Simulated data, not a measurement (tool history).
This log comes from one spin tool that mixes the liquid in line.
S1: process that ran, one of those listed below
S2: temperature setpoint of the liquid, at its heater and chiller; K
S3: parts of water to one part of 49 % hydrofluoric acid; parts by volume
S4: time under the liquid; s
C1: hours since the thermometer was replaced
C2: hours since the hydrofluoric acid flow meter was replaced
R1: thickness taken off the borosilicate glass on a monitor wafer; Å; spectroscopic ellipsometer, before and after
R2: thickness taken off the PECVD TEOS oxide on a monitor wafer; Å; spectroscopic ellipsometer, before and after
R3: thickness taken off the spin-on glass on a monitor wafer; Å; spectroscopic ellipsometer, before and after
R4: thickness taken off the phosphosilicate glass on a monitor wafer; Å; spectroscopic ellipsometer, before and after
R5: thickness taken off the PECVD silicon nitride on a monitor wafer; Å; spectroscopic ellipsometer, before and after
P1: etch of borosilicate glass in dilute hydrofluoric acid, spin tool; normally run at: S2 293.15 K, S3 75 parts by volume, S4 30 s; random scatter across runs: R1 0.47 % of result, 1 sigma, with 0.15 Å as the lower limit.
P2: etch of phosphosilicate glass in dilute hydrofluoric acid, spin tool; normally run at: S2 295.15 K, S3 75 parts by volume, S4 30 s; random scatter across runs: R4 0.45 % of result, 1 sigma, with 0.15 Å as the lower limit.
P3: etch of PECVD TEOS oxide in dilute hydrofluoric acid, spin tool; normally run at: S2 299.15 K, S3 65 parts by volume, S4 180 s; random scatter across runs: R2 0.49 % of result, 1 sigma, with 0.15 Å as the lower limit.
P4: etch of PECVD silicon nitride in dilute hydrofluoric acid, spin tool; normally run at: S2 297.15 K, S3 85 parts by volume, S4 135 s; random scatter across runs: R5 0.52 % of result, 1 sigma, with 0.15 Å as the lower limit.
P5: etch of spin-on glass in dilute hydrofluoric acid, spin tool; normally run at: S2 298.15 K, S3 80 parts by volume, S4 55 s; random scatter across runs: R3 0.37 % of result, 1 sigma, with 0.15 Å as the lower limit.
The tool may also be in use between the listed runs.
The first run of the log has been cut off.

run	hour	S1	S2	S3	S4	C1	C2	R1	R2	R3	R4	R5
2	27.8	P1	293.15	75	30	531.7	1057.0	110.730				
3	46.1	P3	299.15	65	180	550.0	1075.3		342.54			
4	56.2	P5	298.15	80	25	560.1	1085.4			97.784		
5	69.6	P2	295.15	75	50	573.5	1098.8				1263.80	
6	82.6	P1	293.15	75	30	586.5	1111.8	110.840				
7	100.2	P1	293.15	75	30	604.1	1129.4	110.600				
8	111.6	P1	297.65	75	50	615.5	1140.8	221.250				
9	127.1	P4	292.15	85	135	631.0	1156.3					28.6870
10	138.0	P4	297.15	85	135	641.9	1167.2					40.2050
11	153.5	P1	293.15	20	30	657.4	1182.7	443.890				
12	167.8	P1	293.15	75	50	671.7	1197.0	185.670				
13	185.3	P5	302.15	80	55	689.2	1214.5			253.050		
14	196.2	P1	290.15	75	30	700.1	1225.4	97.851				
15	208.1	P4	297.15	85	20	712.0	1237.3					5.9622
16	221.7	P1	293.15	75	30	725.6	1250.9	110.920				
17	230.9	P2	300.65	75	30	734.8	1260.1				946.73	
18	243.1	P1	299.65	75	30	747.0	1272.3	145.240				
19	258.9	P2	295.15	120	30	762.8	1288.1				450.48	
20	267.8	P1	293.15	140	30	771.7	1297.0	55.863				
21	286.6	P5	298.15	80	55	790.5	1315.8			216.280		
22	295.6	P1	293.15	75	15	799.5	1324.8	55.737				
23	311.2	P3	299.15	65	350	815.1	1340.4		668.27			
24	327.6	P5	298.15	125	55	831.5	1356.8			130.780		
25	345.8	P4	297.15	85	135	849.7	1375.0					39.8800

Run 26 has not been measured yet. What should we expect?
26	363.8	P1	293.15	75	30	867.7	1393.0	?				

{"run 26": {"R1": 110.78}}

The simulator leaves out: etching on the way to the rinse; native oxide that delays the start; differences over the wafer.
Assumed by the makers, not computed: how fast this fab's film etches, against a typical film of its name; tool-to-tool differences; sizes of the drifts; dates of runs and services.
